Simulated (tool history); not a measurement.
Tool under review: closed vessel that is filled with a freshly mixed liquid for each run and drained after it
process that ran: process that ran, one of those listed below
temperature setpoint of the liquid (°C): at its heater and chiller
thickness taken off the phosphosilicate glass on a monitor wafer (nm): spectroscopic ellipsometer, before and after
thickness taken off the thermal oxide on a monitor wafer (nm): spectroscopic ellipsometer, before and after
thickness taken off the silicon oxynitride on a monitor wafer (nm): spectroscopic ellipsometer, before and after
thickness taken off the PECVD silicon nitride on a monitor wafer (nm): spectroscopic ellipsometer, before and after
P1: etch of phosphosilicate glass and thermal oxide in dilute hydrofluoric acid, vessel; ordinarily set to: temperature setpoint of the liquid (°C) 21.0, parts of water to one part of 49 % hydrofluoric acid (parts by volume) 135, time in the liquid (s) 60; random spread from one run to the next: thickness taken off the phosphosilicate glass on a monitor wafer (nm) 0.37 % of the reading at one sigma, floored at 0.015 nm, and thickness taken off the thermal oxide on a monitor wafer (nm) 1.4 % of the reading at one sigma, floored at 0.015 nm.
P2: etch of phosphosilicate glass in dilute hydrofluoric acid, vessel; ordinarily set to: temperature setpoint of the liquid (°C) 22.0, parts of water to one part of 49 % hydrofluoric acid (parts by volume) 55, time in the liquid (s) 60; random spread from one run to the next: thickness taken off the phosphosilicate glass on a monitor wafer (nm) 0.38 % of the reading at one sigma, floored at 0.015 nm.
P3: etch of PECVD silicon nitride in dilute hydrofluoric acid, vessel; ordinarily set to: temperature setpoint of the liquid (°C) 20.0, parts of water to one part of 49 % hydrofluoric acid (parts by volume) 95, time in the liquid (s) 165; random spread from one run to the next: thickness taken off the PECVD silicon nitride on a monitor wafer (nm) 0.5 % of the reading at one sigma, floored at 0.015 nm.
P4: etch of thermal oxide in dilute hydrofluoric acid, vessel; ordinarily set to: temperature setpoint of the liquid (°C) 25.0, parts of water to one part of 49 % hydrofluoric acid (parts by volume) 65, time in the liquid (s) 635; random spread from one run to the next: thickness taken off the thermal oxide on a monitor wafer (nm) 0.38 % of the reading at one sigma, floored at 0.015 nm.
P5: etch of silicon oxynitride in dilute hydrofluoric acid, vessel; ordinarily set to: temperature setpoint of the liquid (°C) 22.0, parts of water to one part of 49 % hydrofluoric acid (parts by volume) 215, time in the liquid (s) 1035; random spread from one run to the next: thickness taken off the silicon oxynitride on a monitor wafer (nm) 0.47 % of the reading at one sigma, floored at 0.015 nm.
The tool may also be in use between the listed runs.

run     day  process that ran  temperature setpoint of the liquid (°C)  parts of water to one part of 49 % hydrofluoric acid (parts by volume)  time in the liquid (s)  hours since the thermometer was replaced  hours since the hydrofluoric acid flow meter was replaced  thickness taken off the phosphosilicate glass on a monitor wafer (nm)  thickness taken off the thermal oxide on a monitor wafer (nm)  thickness taken off the silicon oxynitride on a monitor wafer (nm)  thickness taken off the PECVD silicon nitride on a monitor wafer (nm)
  1   0.375                P1                                     21.0                                                                     135                      60                                    1136.6                                                     1164.0                                                                 57.144                                                        1.84570
  2   0.838                P1                                     21.0                                                                     135                      60                                    1147.7                                                     1175.1                                                                 56.835                                                        1.86150
  3   1.358                P5                                     22.0                                                                     215                    1035                                    1160.2                                                     1187.6                                                                                                                                                                                                   11.1610
  4   1.608                P1                                     21.0                                                                     135                      60                                    1166.2                                                     1193.6                                                                 57.601                                                        1.88120
  5   1.938                P3                                     24.5                                                                      95                     165                                    1174.1                                                     1201.5                                                                                                                                                                                                                                                                          5.81450
  6   2.300                P1                                     17.0                                                                     135                      60                                    1182.8                                                     1210.2                                                                 48.643                                                        1.54490
  7   2.683                P5                                     22.0                                                                      95                    1035                                    1192.0                                                     1219.4                                                                                                                                                                                                   27.6090
  8   2.979                P3                                     20.0                                                                      95                      30                                    1199.1                                                     1226.5                                                                                                                                                                                                                                                                          0.78312
  9   3.292                P1                                     21.0                                                                     135                      30                                    1206.6                                                     1234.0                                                                 28.529                                                        0.90626
 10   3.529                P2                                     17.0                                                                      55                      60                                    1212.3                                                     1239.7                                                                 87.907
 11   3.792                P2                                     22.0                                                                      55                      60                                    1218.6                                                     1246.0                                                                108.420
 12   4.308                P2                                     22.0                                                                      20                      60                                    1231.0                                                     1258.4                                                                312.490
 13   4.625                P1                                     21.0                                                                     200                      60                                    1238.6                                                     1266.0                                                                 36.107                                                        1.13860
 14   5.079                P3                                     20.0                                                                      95                     165                                    1249.5                                                     1276.9                                                                                                                                                                                                                                                                          4.33610
 15   5.488                P2                                     22.0                                                                      55                      60                                    1259.3                                                     1286.7                                                                109.160
 16   5.996                P3                                     20.0                                                                      95                     165                                    1271.5                                                     1298.9                                                                                                                                                                                                                                                                          4.28220
 17   6.425                P1                                     21.0                                                                      20                      60                                    1281.8                                                     1309.2                                                                446.110                                                       14.48200
 18   6.883                P1                                     21.0                                                                     135                      60                                    1292.8                                                     1320.2                                                                 57.579                                                        1.81080
 19   7.225                P1                                     21.0                                                                     135                      60                                    1301.0                                                     1328.4                                                                 57.424                                                        1.78640
 20   7.642                P1                                     21.0                                                                     135                      60                                    1311.0                                                     1338.4                                                                 57.055                                                        1.83580
 21   7.942                P5                                     22.0                                                                     215                     345                                    1318.2                                                     1345.6                                                                                                                                                                                                    3.7632
 22   8.304                P2                                     22.0                                                                      55                      30                                    1326.9                                                     1354.3                                                                 54.080
 23   8.567                P4                                     25.0                                                                      95                     635                                    1333.2                                                     1360.6                                                                                                                              30.30100
 24   8.950                P1                                     26.0                                                                     135                      60                                    1342.4                                                     1369.8                                                                 69.658                                                        2.19170
 25   9.471                P5                                     22.0                                                                     215                    1035                                    1354.9                                                     1382.3                                                                                                                                                                                                   11.2870
 26   9.771                P3                                     20.0                                                                     165                     165                                    1362.1                                                     1389.5                                                                                                                                                                                                                                                                          2.49540
 27  10.117                P4                                     25.0                                                                      65                     635                                    1370.4                                                     1397.8                                                                                                                              45.94000
 28  10.558                P1                                     21.0                                                                     135                      90                                    1381.0                                                     1408.4                                                                 85.716                                                        2.77730
 29  10.933                P5                                     17.0                                                                     215                    1035                                    1390.0                                                     1417.4                                                                                                                                                                                                    8.9127
 30  11.258                P1                                     17.0                                                                      35                      60                                    1397.8                                                     1425.2                                                                208.300                                                        6.79610
 31  11.562                P4                                     25.0                                                                      65                     115                                    1405.1                                                     1432.5                                                                                                                               8.35480
 32  12.092                P4                                     17.0                                                                      65                     635                                    1417.8                                                     1445.2                                                                                                                              32.86700
 33  12.462                P1                                     21.0                                                                     135                      60                                    1426.7                                                     1454.1                                                                 57.214                                                        1.85570
 34  12.942                P1                                     21.0                                                                     135                      60                                    1438.2                                                     1465.6                                                                 59.628                                                        1.89580
 35  13.221                P1                                     21.0                                                                     135                      60                                    1444.9                                                     1472.3                                                                 60.191                                                        1.92960
 36  13.558                P1                                     21.0                                                                     135                      60                                    1453.0                                                     1480.4                                                                 60.429                                                        1.90000
 37  13.996                P1                                     21.0                                                                     135                      60                                    1463.5                                                     1490.9                                                                 60.751                                                        1.98590
 38  14.421                P1                                     21.0                                                                     135                      60                                    1473.7                                                     1501.1                                                                 61.545                                                        1.98860
 39  14.771                P1                                     21.0                                                                     135                      60                                    1482.1                                                     1509.5                                                                 61.526                                                        1.94230
 40  15.062                P1                                     21.0                                                                     135                      60                                    1489.1                                                     1516.5                                                                 61.251                                                        2.04230

The output of P1 has drifted from where it used to be. Each of the 2 causes below, taken at the size shown beside it, accounts for the log equally well:
A: hydrofluoric acid flow above the setpoint (%) = 6.31
B: liquid hotter than its thermometer reads (K) = 1.78
The gradual shift began around day 12.462.

Below are 4 check runs, each on a single wafer, with their results shown as question marks. Which of them would tell the listed causes apart, meaning the causes would give clearly different results under it?
check 1  15.354                P2                                     22.0                                                                      55                      60                                                                                                                                                                           ?
check 2  15.354                P4                                     25.0                                                                      65                     635                                                                                                                                                                                                                                          ?
check 3  15.354                P5                                     22.0                                                                     215                    1035                                                                                                                                                                                                                                                                                                              ?
check 4  15.354                P3                                     20.0                                                                      95                     165                                                                                                                                                                                                                                                                                                                                                                                     ?

If the cause were each of the candidates in turn, the checks would give the following:
  check                                                                 result      if A      if B
check 1  thickness taken off the phosphosilicate glass on a monitor wafer (nm)   115.820   116.800
check 2          thickness taken off the thermal oxide on a monitor wafer (nm)  49.06300  49.30400
check 3     thickness taken off the silicon oxynitride on a monitor wafer (nm)   12.0110   12.1270
check 4  thickness taken off the PECVD silicon nitride on a monitor wafer (nm)   4.56540   4.85170
Minimum pairwise separation of causes per check, each pair taken at its best-separating result: check 1 0.84 %; check 2 0.49 %; check 3 0.96 %; check 4 6.08 %
Only in check 4 would the causes give clearly different results; in the remaining checks their results would be nearly the same.

Check 4 was then run and gave: thickness taken off the PECVD silicon nitride on a monitor wafer (nm) 4.59430. Which cause is it?

It is A: hydrofluoric acid flow above the setpoint (%).

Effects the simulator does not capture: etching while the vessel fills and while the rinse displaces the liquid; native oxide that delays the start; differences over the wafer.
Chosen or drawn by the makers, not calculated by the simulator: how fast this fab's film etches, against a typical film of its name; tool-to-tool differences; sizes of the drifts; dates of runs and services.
